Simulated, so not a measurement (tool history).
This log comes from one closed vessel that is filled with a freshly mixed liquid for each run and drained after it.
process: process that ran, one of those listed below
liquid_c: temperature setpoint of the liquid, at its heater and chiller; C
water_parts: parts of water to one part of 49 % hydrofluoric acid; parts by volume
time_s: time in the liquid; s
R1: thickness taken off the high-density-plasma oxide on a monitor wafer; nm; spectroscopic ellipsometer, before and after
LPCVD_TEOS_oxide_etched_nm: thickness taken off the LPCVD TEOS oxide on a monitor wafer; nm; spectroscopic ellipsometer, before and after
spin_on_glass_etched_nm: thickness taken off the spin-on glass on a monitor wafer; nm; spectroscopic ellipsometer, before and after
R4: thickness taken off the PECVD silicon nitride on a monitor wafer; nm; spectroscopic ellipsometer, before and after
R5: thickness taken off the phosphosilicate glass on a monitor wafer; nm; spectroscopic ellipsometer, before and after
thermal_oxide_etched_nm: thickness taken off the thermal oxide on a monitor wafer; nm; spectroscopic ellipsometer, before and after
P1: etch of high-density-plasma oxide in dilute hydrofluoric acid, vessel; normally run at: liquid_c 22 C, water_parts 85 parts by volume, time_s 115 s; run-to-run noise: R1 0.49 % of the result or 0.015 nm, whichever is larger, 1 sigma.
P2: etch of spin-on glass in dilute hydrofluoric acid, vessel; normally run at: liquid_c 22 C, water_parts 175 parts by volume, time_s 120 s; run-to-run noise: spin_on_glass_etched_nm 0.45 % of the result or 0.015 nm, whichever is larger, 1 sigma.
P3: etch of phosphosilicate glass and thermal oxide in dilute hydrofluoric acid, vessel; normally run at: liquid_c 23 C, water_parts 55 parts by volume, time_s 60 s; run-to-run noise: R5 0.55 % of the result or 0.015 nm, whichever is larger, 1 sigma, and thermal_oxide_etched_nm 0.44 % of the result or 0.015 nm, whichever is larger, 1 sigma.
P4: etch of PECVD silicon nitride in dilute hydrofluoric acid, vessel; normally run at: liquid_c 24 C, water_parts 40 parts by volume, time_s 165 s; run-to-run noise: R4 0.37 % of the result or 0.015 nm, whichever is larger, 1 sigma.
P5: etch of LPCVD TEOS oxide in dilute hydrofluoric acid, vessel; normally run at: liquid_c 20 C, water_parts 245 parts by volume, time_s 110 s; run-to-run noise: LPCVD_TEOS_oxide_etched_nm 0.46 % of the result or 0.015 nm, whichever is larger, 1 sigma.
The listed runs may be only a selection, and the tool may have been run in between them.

Run 1, hour 6.7: process P1, liquid_c 22 C, water_parts 85 parts by volume, time_s 115 s. Result: R1 9.6639 nm.
Run 2, hour 13.2: process P5, liquid_c 20 C, water_parts 245 parts by volume, time_s 30 s. Result: LPCVD_TEOS_oxide_etched_nm 2.6064 nm.
Run 3, hour 21: process P1, liquid_c 22 C, water_parts 85 parts by volume, time_s 205 s. Result: R1 17.027 nm.
Run 4, hour 27: process P2, liquid_c 22 C, water_parts 175 parts by volume, time_s 120 s. Result: spin_on_glass_etched_nm 19.235 nm.
Run 5, hour 34.1: process P1, liquid_c 28.5 C, water_parts 85 parts by volume, time_s 115 s. Result: R1 12.493 nm.
Run 6, hour 39.6: process P5, liquid_c 20 C, water_parts 350 parts by volume, time_s 110 s. Result: LPCVD_TEOS_oxide_etched_nm 6.0642 nm.
Run 7, hour 46.2: process P2, liquid_c 22 C, water_parts 175 parts by volume, time_s 30 s. Result: spin_on_glass_etched_nm 4.8027 nm.
Run 8, hour 54.7: process P4, liquid_c 24 C, water_parts 40 parts by volume, time_s 165 s. Result: R4 6.9754 nm.
Run 9, hour 62.2: process P1, liquid_c 22 C, water_parts 85 parts by volume, time_s 115 s. Result: R1 9.5758 nm.
At hour 66.9: hydrofluoric acid flow meter replaced.
Run 10, hour 67.7: process P4, liquid_c 31 C, water_parts 40 parts by volume, time_s 165 s. Result: R4 11.117 nm.
Run 11, hour 72.5: process P3, liquid_c 30.5 C, water_parts 55 parts by volume, time_s 60 s. Result: R5 92.016 nm, thermal_oxide_etched_nm 7.2638 nm.
Run 12, hour 77.7: process P5, liquid_c 20 C, water_parts 245 parts by volume, time_s 110 s. Result: LPCVD_TEOS_oxide_etched_nm 9.5159 nm.
Run 13, hour 85.8: process P1, liquid_c 22 C, water_parts 85 parts by volume, time_s 115 s. Result: R1 9.5129 nm.
Run 14, hour 90: process P5, liquid_c 17 C, water_parts 245 parts by volume, time_s 110 s. Result: LPCVD_TEOS_oxide_etched_nm 8.3911 nm.
Run 15, hour 97.3: process P2, liquid_c 28.5 C, water_parts 175 parts by volume, time_s 120 s. Result: spin_on_glass_etched_nm 24.341 nm.
Run 16, hour 101.6: process P2, liquid_c 22 C, water_parts 175 parts by volume, time_s 120 s. Result: spin_on_glass_etched_nm 19.163 nm.
Run 17, hour 109.8: process P1, liquid_c 22 C, water_parts 30 parts by volume, time_s 115 s. Result: R1 29.023 nm.
Run 18, hour 114.4: process P3, liquid_c 23 C, water_parts 55 parts by volume, time_s 115 s. Result: R5 129.91 nm, thermal_oxide_etched_nm 10.206 nm.
Run 19, hour 122.1: process P1, liquid_c 22 C, water_parts 85 parts by volume, time_s 50 s. Result: R1 4.1751 nm.
Run 20, hour 127.3: process P3, liquid_c 23 C, water_parts 35 parts by volume, time_s 60 s. Result: R5 109.29 nm, thermal_oxide_etched_nm 8.6429 nm.
Run 21, hour 135.2: process P1, liquid_c 17.5 C, water_parts 125 parts by volume, time_s 115 s. Result: R1 5.2148 nm.
Run 22, hour 139.6: process P3, liquid_c 23 C, water_parts 55 parts by volume, time_s 60 s. Result: R5 68.303 nm, thermal_oxide_etched_nm 5.3261 nm.
Run 23, hour 145.9: process P1, liquid_c 17 C, water_parts 85 parts by volume, time_s 115 s. Result: R1 7.7822 nm.
Run 24, hour 152.5: process P1, liquid_c 22 C, water_parts 135 parts by volume, time_s 115 s. Result: R1 5.7682 nm.
Run 25, hour 161.3: process P4, liquid_c 24 C, water_parts 40 parts by volume, time_s 320 s. Result: R4 13.622 nm.
Run 26, hour 165.6: process P1, liquid_c 25.5 C, water_parts 55 parts by volume, time_s 115 s. Result: R1 17.8 nm.
Run 27, hour 170.9: process P1, liquid_c 22 C, water_parts 85 parts by volume, time_s 115 s. Result: R1 9.652 nm.
Run 28, hour 179.3: process P5, liquid_c 20 C, water_parts 245 parts by volume, time_s 110 s. Result: LPCVD_TEOS_oxide_etched_nm 9.5998 nm.
Run 29, hour 188.1: process P1, liquid_c 22 C, water_parts 85 parts by volume, time_s 115 s. Result: R1 9.5225 nm.

Expected results for the next run?
Run 30, hour 192.9: process P1, liquid_c 22 C, water_parts 85 parts by volume, time_s 115 s. Result: R1 ?.

R1: 9.6426 nm
